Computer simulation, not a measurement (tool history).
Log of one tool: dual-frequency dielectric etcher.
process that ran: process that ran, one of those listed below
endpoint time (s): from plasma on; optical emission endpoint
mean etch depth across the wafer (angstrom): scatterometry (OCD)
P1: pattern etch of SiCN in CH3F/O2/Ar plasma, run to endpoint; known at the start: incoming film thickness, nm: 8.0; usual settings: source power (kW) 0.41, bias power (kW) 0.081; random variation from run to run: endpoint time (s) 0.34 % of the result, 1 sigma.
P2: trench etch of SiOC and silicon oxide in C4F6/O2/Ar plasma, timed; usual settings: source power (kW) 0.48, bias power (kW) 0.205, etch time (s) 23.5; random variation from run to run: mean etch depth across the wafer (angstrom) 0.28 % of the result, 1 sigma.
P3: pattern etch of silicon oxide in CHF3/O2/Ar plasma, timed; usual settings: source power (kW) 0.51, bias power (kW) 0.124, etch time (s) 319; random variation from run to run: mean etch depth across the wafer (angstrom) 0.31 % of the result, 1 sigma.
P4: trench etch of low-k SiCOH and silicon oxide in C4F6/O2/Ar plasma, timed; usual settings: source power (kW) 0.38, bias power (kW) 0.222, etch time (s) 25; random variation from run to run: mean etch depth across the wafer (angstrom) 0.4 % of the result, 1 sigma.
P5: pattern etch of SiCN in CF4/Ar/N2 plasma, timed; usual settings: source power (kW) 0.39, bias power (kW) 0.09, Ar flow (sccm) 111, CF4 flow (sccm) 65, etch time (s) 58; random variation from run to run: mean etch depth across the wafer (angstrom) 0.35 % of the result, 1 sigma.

run   hour  process that ran  source power (kW)  bias power (kW)  etch time (s)  Ar flow (sccm)  CF4 flow (sccm)  hours since the last wet clean  hours since the last source power generator calibration  hours since the last bias power generator calibration  endpoint time (s)  mean etch depth across the wafer (angstrom)
  1    9.2                P1               0.41            0.081                                                                           340.3                                                   1535.9                                                   1576             20.058
  2   15.2                P4               0.38            0.148             25                                                            346.3                                                   1541.9                                                   1582                                                          785.11
  3   24.8                P2               0.65            0.205           23.5                                                            355.9                                                   1551.5                                                 1591.6                                                          586.21
  4   36.1                P2               0.48            0.205           30.5                                                            367.2                                                   1562.8                                                 1602.9                                                           675.9
  5   45.6                P4               0.38            0.222             25                                                            376.7                                                   1572.3                                                 1612.4                                                          885.15
  6   53.4                P1               0.41            0.081                                                                           384.5                                                   1580.1                                                 1620.2             20.203
  7   58.9                P5               0.56             0.09             58             111               65                             390                                                   1585.6                                                 1625.7                                                          635.72
  8   64.4                P4               0.38            0.222             19                                                            395.5                                                   1591.1                                                 1631.2                                                          671.62
  9   76.2                P1               0.52            0.081                                                                           407.3                                                   1602.9                                                   1643             18.329
 10   82.2                P3               0.51            0.124            452                                                            413.3                                                   1608.9                                                   1649                                                          7467.5
 11   89.1                P5               0.39             0.11             58             111               65                           420.2                                                   1615.8                                                 1655.9                                                          500.15
 12   96.8                P5               0.39             0.09             58             111               89                           427.9                                                   1623.5                                                 1663.6                                                          483.91
 13  106.1                P5               0.39             0.09             58             111               65                           437.2                                                   1632.8                                                 1672.9                                                          464.49
 14  116.3                P2               0.48            0.205           23.5                                                            447.4                                                     1643                                                 1683.1                                                          518.85
 15  122.2                P1               0.33            0.081                                                                           453.3                                                   1648.9                                                   1689             21.809
 16  130.5                P1               0.41            0.111                                                                           461.6                                                   1657.2                                                 1697.3             17.766
 17  141.6                P1               0.41            0.081                                                                           472.7                                                   1668.3                                                 1708.4             20.135
 18  151.9                P5               0.39             0.09             58             131               65                             483                                                   1678.6                                                 1718.7                                                          452.12
 19    159                P5               0.39             0.09             71             111               65                           490.1                                                   1685.7                                                 1725.8                                                          566.71
 20    166                P3               0.51            0.124            319                                                            497.1                                                   1692.7                                                 1732.8                                                          5252.9
 21  173.8                P1               0.41            0.081                                                                           504.9                                                   1700.5                                                 1740.6             20.077
 22  183.7                P1               0.41            0.066                                                                           514.8                                                   1710.4                                                 1750.5             21.527
 23  191.5                P1               0.41            0.081                                                                           522.6                                                   1718.2                                                 1758.3             20.067
 24    201                P3               0.51            0.155            319                                                            532.1                                                   1727.7                                                 1767.8                                                            5646
 25  212.9                P3                0.7            0.124            319                                                              544                                                   1739.6                                                 1779.7                                                          5932.7
     216.8  -- source power generator calibrated
 26    222                P2               0.48            0.122           23.5                                                            553.1                                                      5.3                                                 1788.8                                                           443.9
 27  229.2                P4               0.25            0.222             25                                                            560.3                                                     12.5                                                   1796                                                          747.56
 28  240.2                P1               0.28             0.05                                                                           571.3                                                     23.5                                                   1807             27.366
 29  247.3                P1               0.41            0.081                                                                           578.4                                                     30.6                                                 1814.1              19.93
 30  255.1                P1               0.41            0.081                                                                           586.2                                                     38.4                                                 1821.9             19.995
 31  260.5                P1               0.41            0.081                                                                           591.6                                                     43.8                                                 1827.3             19.899

Forecast run 32:
 32   266                P1               0.41            0.081                                                                           597.1                                                     49.3                                                 1832.8                  ?

Run 32 gave endpoint time (s) 19.778.
